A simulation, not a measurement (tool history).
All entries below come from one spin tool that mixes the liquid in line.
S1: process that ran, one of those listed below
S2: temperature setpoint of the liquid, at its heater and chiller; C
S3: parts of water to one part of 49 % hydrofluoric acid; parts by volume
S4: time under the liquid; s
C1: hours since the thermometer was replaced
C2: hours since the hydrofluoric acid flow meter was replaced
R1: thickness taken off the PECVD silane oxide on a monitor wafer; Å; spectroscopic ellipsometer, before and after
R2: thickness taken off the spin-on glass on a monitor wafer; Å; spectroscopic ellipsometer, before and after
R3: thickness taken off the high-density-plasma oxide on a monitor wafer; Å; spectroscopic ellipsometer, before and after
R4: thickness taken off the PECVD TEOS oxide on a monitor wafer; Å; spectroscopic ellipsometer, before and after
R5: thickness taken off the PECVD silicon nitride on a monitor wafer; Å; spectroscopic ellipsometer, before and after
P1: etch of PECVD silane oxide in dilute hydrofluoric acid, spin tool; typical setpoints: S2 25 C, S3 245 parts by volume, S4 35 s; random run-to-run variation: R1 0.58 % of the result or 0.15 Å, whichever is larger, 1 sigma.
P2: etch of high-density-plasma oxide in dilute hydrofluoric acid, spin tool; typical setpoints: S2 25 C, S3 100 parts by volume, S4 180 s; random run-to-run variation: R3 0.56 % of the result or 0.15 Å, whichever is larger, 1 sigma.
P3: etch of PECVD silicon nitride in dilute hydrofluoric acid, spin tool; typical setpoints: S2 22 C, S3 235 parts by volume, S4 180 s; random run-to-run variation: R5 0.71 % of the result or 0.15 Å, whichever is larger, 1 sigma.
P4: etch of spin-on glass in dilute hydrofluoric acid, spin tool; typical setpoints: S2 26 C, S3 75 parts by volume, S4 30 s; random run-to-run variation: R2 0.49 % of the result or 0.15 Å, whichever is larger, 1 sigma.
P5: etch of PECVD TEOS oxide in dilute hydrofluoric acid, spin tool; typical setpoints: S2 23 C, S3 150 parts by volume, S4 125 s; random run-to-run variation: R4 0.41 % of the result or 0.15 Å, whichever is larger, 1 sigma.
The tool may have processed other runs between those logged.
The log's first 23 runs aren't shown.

| run | hour | S1 | S2 | S3 | S4 | C1 | C2 | R1 | R2 | R3 | R4 | R5 |
|---|---|---|---|---|---|---|---|---|---|---|---|---|
| 24 | 264.8 | P5 | 23 | 150 | 125 | 1240.7 | 1085.5 |  |  |  | 63.524 |  |
| 25 | 280 | P1 | 25 | 245 | 35 | 1255.9 | 1100.7 | 62.331 |  |  |  |  |
| 26 | 291.2 | P2 | 31.5 | 100 | 180 | 1267.1 | 1111.9 |  |  | 124.28 |  |  |
| 27 | 305.4 | P1 | 29 | 245 | 35 | 1281.3 | 1126.1 | 71.533 |  |  |  |  |
| 28 | 318.7 | P1 | 25 | 55 | 35 | 1294.6 | 1139.4 | 344.8 |  |  |  |  |
| 29 | 330.3 | P3 | 22 | 235 | 180 | 1306.2 | 1151 |  |  |  |  | 29.824 |
| 30 | 342.4 | P2 | 25 | 100 | 180 | 1318.3 | 1163.1 |  |  | 96.199 |  |  |
| 31 | 354.5 | P3 | 22 | 235 | 25 | 1330.4 | 1175.2 |  |  |  |  | 4.0986 |
| 32 | 363.9 | P3 | 22 | 235 | 180 | 1339.8 | 1184.6 |  |  |  |  | 29.979 |
| 33 | 378.9 | P1 | 25 | 245 | 35 | 1354.8 | 1199.6 | 61.809 |  |  |  |  |
| 34 | 391.7 | P2 | 25 | 100 | 180 | 1367.6 | 1212.4 |  |  | 96.525 |  |  |
| 35 | 407 | P1 | 25 | 245 | 35 | 1382.9 | 1227.7 | 62.521 |  |  |  |  |
| 36 | 416.4 | P1 | 25 | 245 | 35 | 1392.3 | 1237.1 | 63.906 |  |  |  |  |
| 37 | 427.8 | P1 | 25 | 245 | 35 | 1403.7 | 1248.5 | 65.901 |  |  |  |  |
| 38 | 441 | P1 | 25 | 245 | 35 | 1416.9 | 1261.7 | 66.181 |  |  |  |  |
| 39 | 449.5 | P1 | 25 | 245 | 35 | 1425.4 | 1270.2 | 66.54 |  |  |  |  |
| 40 | 461.6 | P1 | 25 | 245 | 35 | 1437.5 | 1282.3 | 67.003 |  |  |  |  |
| 41 | 472.2 | P1 | 25 | 245 | 35 | 1448.1 | 1292.9 | 67.945 |  |  |  |  |
| 42 | 480.2 | P1 | 25 | 245 | 35 | 1456.1 | 1300.9 | 67.954 |  |  |  |  |
| 43 | 488.4 | P1 | 25 | 245 | 35 | 1464.3 | 1309.1 | 67.929 |  |  |  |  |

What will run 44 give?
| 44 | 502.5 | P1 | 25 | 245 | 35 | 1478.4 | 1323.2 | ? |  |  |  |  |

R1: 67.604 Å
